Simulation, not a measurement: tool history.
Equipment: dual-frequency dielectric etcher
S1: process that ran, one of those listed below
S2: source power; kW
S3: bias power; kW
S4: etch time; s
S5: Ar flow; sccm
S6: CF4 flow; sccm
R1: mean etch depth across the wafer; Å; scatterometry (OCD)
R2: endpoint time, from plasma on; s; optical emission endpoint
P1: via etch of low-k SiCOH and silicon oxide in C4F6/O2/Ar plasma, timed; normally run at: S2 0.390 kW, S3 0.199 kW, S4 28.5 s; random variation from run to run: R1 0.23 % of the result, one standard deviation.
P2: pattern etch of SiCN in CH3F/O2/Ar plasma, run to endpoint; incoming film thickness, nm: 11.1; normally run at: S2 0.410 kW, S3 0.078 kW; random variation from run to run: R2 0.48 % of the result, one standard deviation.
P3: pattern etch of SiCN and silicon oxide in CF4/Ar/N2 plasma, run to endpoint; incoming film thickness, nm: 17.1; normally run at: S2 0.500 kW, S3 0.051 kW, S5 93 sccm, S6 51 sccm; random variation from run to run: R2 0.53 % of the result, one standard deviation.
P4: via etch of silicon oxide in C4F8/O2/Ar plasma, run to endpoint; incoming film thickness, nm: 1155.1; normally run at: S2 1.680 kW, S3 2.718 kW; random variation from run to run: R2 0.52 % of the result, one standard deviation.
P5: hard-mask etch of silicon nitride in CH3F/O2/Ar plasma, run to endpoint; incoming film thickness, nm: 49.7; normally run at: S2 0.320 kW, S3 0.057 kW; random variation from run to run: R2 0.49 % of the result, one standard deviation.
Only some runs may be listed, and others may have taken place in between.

{"run": 1, "hour": 6.7, "S1": "P1", "S2": 0.39, "S3": 0.199, "S4": 28.5, "R1": 658.04}
{"run": 2, "hour": 13.1, "S1": "P1", "S2": 0.26, "S3": 0.138, "S4": 28.5, "R1": 501.64}
{"run": 3, "hour": 17.8, "S1": "P1", "S2": 0.39, "S3": 0.199, "S4": 28.5, "R1": 656.75}
{"run": 4, "hour": 27.8, "S1": "P1", "S2": 0.39, "S3": 0.131, "S4": 28.5, "R1": 578.89}
{"run": 5, "hour": 35.4, "S1": "P1", "S2": 0.39, "S3": 0.199, "S4": 18.5, "R1": 427.84}
{"run": 6, "hour": 41.9, "S1": "P3", "S2": 0.5, "S3": 0.051, "S5": 93, "S6": 51, "R2": 20.834}
{"run": 7, "hour": 47.1, "S1": "P3", "S2": 0.5, "S3": 0.039, "S5": 93, "S6": 51, "R2": 22.8}
{"run": 8, "hour": 51.8, "S1": "P4", "S2": 1.68, "S3": 3.556, "R2": 215.34}
{"run": 9, "hour": 61.7, "S1": "P5", "S2": 0.32, "S3": 0.073, "R2": 77.37}
{"run": 10, "hour": 70.9, "S1": "P1", "S2": 0.27, "S3": 0.199, "S4": 28.5, "R1": 572.79}
{"run": 11, "hour": 77.0, "S1": "P2", "S2": 0.41, "S3": 0.078, "R2": 29.395}
{"hour": 78.6, "done": "source power generator calibrated"}
{"run": 12, "hour": 81.7, "S1": "P2", "S2": 0.27, "S3": 0.078, "R2": 34.542}
{"run": 13, "hour": 91.2, "S1": "P3", "S2": 0.5, "S3": 0.051, "S5": 75, "S6": 51, "R2": 20.37}
{"run": 14, "hour": 98.3, "S1": "P1", "S2": 0.39, "S3": 0.199, "S4": 28.5, "R1": 658.9}
{"run": 15, "hour": 108.5, "S1": "P1", "S2": 0.39, "S3": 0.199, "S4": 28.5, "R1": 659.27}
{"run": 16, "hour": 115.1, "S1": "P5", "S2": 0.2, "S3": 0.057, "R2": 99.783}
{"run": 17, "hour": 125.2, "S1": "P3", "S2": 0.67, "S3": 0.051, "S5": 93, "S6": 51, "R2": 16.232}
{"run": 18, "hour": 135.6, "S1": "P5", "S2": 0.32, "S3": 0.057, "R2": 84.087}
{"run": 19, "hour": 140.7, "S1": "P1", "S2": 0.51, "S3": 0.199, "S4": 28.5, "R1": 732.41}
{"run": 20, "hour": 147.8, "S1": "P5", "S2": 0.32, "S3": 0.057, "R2": 83.76}
{"run": 21, "hour": 154.7, "S1": "P3", "S2": 0.5, "S3": 0.051, "S5": 93, "S6": 62, "R2": 20.319}
{"hour": 160.2, "done": "bias power generator calibrated"}
{"run": 22, "hour": 160.8, "S1": "P2", "S2": 0.41, "S3": 0.078, "R2": 29.363}
{"hour": 167.0, "done": "wet clean of the chamber"}
{"run": 23, "hour": 171.5, "S1": "P1", "S2": 0.39, "S3": 0.245, "S4": 28.5, "R1": 705.62}
{"run": 24, "hour": 180.4, "S1": "P4", "S2": 2.28, "S3": 2.718, "R2": 207.72}
{"run": 25, "hour": 185.8, "S1": "P2", "S2": 0.41, "S3": 0.101, "R2": 26.9}
{"run": 26, "hour": 190.7, "S1": "P4", "S2": 1.68, "S3": 2.718, "R2": 232.37}
{"run": 27, "hour": 196.0, "S1": "P1", "S2": 0.39, "S3": 0.199, "S4": 28.5, "R1": 658.43}
{"run": 28, "hour": 202.4, "S1": "P1", "S2": 0.39, "S3": 0.199, "S4": 38.0, "R1": 874.14}
{"run": 29, "hour": 209.8, "S1": "P1", "S2": 0.39, "S3": 0.199, "S4": 28.5, "R1": 661.05}
{"run": 30, "hour": 219.9, "S1": "P1", "S2": 0.39, "S3": 0.199, "S4": 28.5, "R1": 655.9}
{"run": 31, "hour": 230.1, "S1": "P1", "S2": 0.39, "S3": 0.199, "S4": 28.5, "R1": 664.47}
{"run": 32, "hour": 235.0, "S1": "P1", "S2": 0.39, "S3": 0.199, "S4": 28.5, "R1": 665.1}
{"run": 33, "hour": 239.8, "S1": "P1", "S2": 0.39, "S3": 0.199, "S4": 28.5, "R1": 667.69}
{"hour": 244.7, "done": "wet clean of the chamber"}
{"run": 34, "hour": 245.3, "S1": "P1", "S2": 0.39, "S3": 0.199, "S4": 28.5, "R1": 667.39}
{"run": 35, "hour": 252.8, "S1": "P1", "S2": 0.39, "S3": 0.199, "S4": 28.5, "R1": 668.39}
{"run": 36, "hour": 263.5, "S1": "P1", "S2": 0.39, "S3": 0.199, "S4": 28.5, "R1": 667.79}

Compared with where it was, what P1 gives has crept away. Each cause listed below fits the log as well as the rest, at the size given for it:
A: source power that arrives over what is set, % = 4.09
B: bias power that arrives over what is set, % = 4.89
The process output started creeping at around hour 219.9.
Ruled out, with reasons:
chamber walls in a state that raises the etch rate, %: was serviced at hour 244.7, once the creep was under way, yet the earlier output never came back

Which of the check runs below tells the causes apart, meaning the causes would give it clearly different results? Each run uses 3 wafers whose results are averaged, and each result is shown as a question mark.
{"run": "check 1", "hour": 274.2, "S1": "P2", "S2": 0.28, "S3": 0.096, "R2": "?"}
{"run": "check 2", "hour": 274.2, "S1": "P3", "S2": 0.67, "S3": 0.04, "S5": 93, "S6": 51, "R2": "?"}
{"run": "check 3", "hour": 274.2, "S1": "P5", "S2": 0.22, "S3": 0.066, "R2": "?"}
{"run": "check 4", "hour": 274.2, "S1": "P4", "S2": 2.22, "S3": 3.418, "R2": "?"}

Check results expected under each cause:
check=check_1 result=R2 if_A=31.028 if_B=30.916
check=check_2 result=R2 if_A=16.828 if_B=17.201
check=check_3 result=R2 if_A=90.286 if_B=90.125
check=check_4 result=R2 if_A=192.490 if_B=192.570
Minimum pairwise separation of causes per check, each pair taken at its best-separating result: check 1 0.36 %; check 2 2.19 %; check 3 0.18 %; check 4 0.04 %
Check 2 is the one run that separates the causes; every other check would come out nearly the same whichever cause is at work.

Running check 2 produced the following: R2 16.909 s. Which one of the listed causes fits?

It was cause A: source power that arrives over what is set, %.
